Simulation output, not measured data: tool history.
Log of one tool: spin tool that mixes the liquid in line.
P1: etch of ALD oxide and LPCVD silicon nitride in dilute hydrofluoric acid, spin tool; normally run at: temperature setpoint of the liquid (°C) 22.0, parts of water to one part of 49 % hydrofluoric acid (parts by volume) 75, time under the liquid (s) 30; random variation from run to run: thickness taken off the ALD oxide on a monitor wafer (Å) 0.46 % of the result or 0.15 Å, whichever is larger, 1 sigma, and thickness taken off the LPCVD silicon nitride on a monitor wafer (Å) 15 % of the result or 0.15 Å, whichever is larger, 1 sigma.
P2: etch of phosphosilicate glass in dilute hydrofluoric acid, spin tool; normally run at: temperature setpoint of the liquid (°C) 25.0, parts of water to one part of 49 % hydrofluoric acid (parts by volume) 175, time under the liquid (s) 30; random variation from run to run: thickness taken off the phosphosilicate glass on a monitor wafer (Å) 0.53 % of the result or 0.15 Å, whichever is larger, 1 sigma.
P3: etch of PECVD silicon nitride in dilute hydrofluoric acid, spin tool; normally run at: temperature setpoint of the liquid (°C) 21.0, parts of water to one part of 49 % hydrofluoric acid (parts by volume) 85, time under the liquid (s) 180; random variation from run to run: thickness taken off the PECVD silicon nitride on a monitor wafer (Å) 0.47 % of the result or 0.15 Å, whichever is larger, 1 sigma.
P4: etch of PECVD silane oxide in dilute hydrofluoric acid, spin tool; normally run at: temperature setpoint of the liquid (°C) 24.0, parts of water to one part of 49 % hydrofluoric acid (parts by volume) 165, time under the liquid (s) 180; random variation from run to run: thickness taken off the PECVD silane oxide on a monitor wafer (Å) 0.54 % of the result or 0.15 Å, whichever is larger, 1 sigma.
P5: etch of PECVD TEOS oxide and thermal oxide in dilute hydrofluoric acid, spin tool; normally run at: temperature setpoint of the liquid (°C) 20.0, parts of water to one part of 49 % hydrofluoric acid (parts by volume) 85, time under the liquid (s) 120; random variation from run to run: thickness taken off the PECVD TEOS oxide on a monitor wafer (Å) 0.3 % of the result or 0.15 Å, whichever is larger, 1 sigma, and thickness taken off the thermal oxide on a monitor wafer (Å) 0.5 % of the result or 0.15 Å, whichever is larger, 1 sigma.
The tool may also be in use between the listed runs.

run   hour  process that ran  temperature setpoint of the liquid (°C)  parts of water to one part of 49 % hydrofluoric acid (parts by volume)  time under the liquid (s)  thickness taken off the ALD oxide on a monitor wafer (Å)  thickness taken off the LPCVD silicon nitride on a monitor wafer (Å)  thickness taken off the PECVD silicon nitride on a monitor wafer (Å)  thickness taken off the phosphosilicate glass on a monitor wafer (Å)  thickness taken off the PECVD TEOS oxide on a monitor wafer (Å)  thickness taken off the thermal oxide on a monitor wafer (Å)  thickness taken off the PECVD silane oxide on a monitor wafer (Å)
  1    9.3                P1                                     22.0                                                                      75                         30                                                   122.670                                                                1.2426
  2   25.6                P3                                     21.0                                                                      85                        365                                                                                                                                                                                                92.787
  3   36.9                P2                                     25.0                                                                      90                         30                                                                                                                                                                                                                                                                      338.78
  4   48.5                P1                                     22.0                                                                      25                         30                                                   390.950                                                                5.9359
  5   60.2                P3                                     21.0                                                                      85                        180                                                                                                                                                                                                45.471
  6   68.6                P1                                     22.0                                                                      75                         50                                                   203.810                                                                2.0522
  7   77.8                P5                                     20.0                                                                      85                        120                                                                                                                                                                                                                                                                                                                                      228.160                                                        62.800
  8   91.1                P2                                     25.0                                                                     175                         55                                                                                                                                                                                                                                                                      288.04
      98.8  -- hydrofluoric acid flow meter replaced
  9  102.0                P1                                     22.0                                                                     100                         55                                                   162.260                                                                2.5333
 10  113.3                P3                                     21.0                                                                      55                        180                                                                                                                                                                                                69.805
 11  126.0                P2                                     25.0                                                                     175                         30                                                                                                                                                                                                                                                                      158.44
 12  137.4                P5                                     20.0                                                                     135                        120                                                                                                                                                                                                                                                                                                                                      136.220                                                        37.691
 13  150.9                P1                                     22.0                                                                     135                         30                                                    63.249                                                                1.1719
 14  161.9                P4                                     24.0                                                                      65                        180                                                                                                                                                                                                                                                                                                                                                                                                                                                                       416.960
 15  174.4                P1                                     22.0                                                                      75                         30                                                   122.100                                                                1.9809
 16  188.6                P3                                     17.0                                                                      85                        180                                                                                                                                                                                                34.545
 17  198.2                P1                                     22.0                                                                      75                         30                                                   122.720                                                                1.5952
 18  213.8                P1                                     22.0                                                                      75                         15                                                    60.572                                                                0.5624
 19  225.6                P1                                     29.5                                                                      75                         30                                                   166.080                                                                3.2432
 20  233.6                P4                                     31.5                                                                     165                        180                                                                                                                                                                                                                                                                                                                                                                                                                                                                       190.890
 21  246.4                P1                                     17.0                                                                      75                         30                                                    99.685                                                                1.1064
 22  256.0                P4                                     24.0                                                                     165                        100                                                                                                                                                                                                                                                                                                                                                                                                                                                                        82.055
 23  269.4                P5                                     20.0                                                                      85                         50                                                                                                                                                                                                                                                                                                                                       95.084                                                        26.049
 24  282.4                P1                                     22.0                                                                      75                         30                                                   123.680                                                                1.5278
 25  298.9                P4                                     24.0                                                                     165                        180                                                                                                                                                                                                                                                                                                                                                                                                                                                                       148.160
 26  306.7                P1                                     22.0                                                                      75                         30                                                   122.250                                                                1.5341
 27  322.8                P1                                     22.0                                                                      75                         30                                                   123.560                                                                2.2990
 28  339.2                P5                                     24.5                                                                      85                        120                                                                                                                                                                                                                                                                                                                                      275.150                                                        76.044
 29  355.5                P1                                     25.5                                                                      75                         45                                                   210.380                                                                3.6376
 30  364.6                P2                                     25.0                                                                     175                         30                                                                                                                                                                                                                                                                      158.45
 31  374.6                P2                                     17.5                                                                     175                         30                                                                                                                                                                                                                                                                      119.43
 32  387.8                P1                                     22.0                                                                      75                         30                                                   122.250                                                                1.4165
 33  401.7                P1                                     22.0                                                                      75                         30                                                   120.190                                                                2.2453
 34  412.7                P1                                     22.0                                                                      75                         30                                                   116.990                                                                1.7878
 35  429.0                P1                                     22.0                                                                      75                         30                                                   115.650                                                                1.1937
 36  438.4                P1                                     22.0                                                                      75                         30                                                   115.050                                                                1.7166
 37  449.4                P1                                     22.0                                                                      75                         30                                                   114.730                                                                1.1294
 38  462.1                P1                                     22.0                                                                      75                         30                                                   115.400                                                                1.6237
 39  476.1                P1                                     22.0                                                                      75                         30                                                   113.030                                                                1.8204
 40  490.6                P1                                     22.0                                                                      75                         30                                                   113.160                                                                1.2146
 41  498.5                P1                                     22.0                                                                      75                         30                                                   113.940                                                                1.7496
 42  512.3                P1                                     22.0                                                                      75                         30                                                   113.070                                                                1.3603

What P1 gives has crept away from where it was. These 2 causes fit the log equally well, each at the size given:
A: hydrofluoric acid flow below the setpoint (%) = 6.53
B: liquid colder than its thermometer reads (K) = 1.79
The creep began at about hour 387.8.

4 check runs are offered, one wafer each, their results left as question marks. Which one tells the causes apart?
check 1  526.1                P2                                     18.5                                                                     100                         30                                                                                                                                                                                                                                                                           ?
check 2  526.1                P4                                     29.5                                                                      75                        180                                                                                                                                                                                                                                                                                                                                                                                                                                                                             ?
check 3  526.1                P3                                     21.0                                                                      55                        335                                                                                                                                                                                                     ?
check 4  526.1                P5                                     20.0                                                                     125                        120                                                                                                                                                                                                                                                                                                                                            ?                                                             ?

What each check would give under each cause:
  check                                                                result     if A     if B
check 1  thickness taken off the phosphosilicate glass on a monitor wafer (Å)   215.85   215.84
check 2     thickness taken off the PECVD silane oxide on a monitor wafer (Å)  414.770  417.140
check 3  thickness taken off the PECVD silicon nitride on a monitor wafer (Å)  121.330  114.480
check 4       thickness taken off the PECVD TEOS oxide on a monitor wafer (Å)  137.930  138.460
check 4          thickness taken off the thermal oxide on a monitor wafer (Å)   37.939   38.087
How far apart the two closest causes lie, in the result that separates them most: check 1 0.01 %; check 2 0.57 %; check 3 5.82 %; check 4 0.39 %
Check 3 tells the causes apart: in the others they would give nearly the same result.

Check 3 was then run and gave: thickness taken off the PECVD silicon nitride on a monitor wafer (Å) 114.790. Which cause is it?

It is B: liquid colder than its thermometer reads (K).
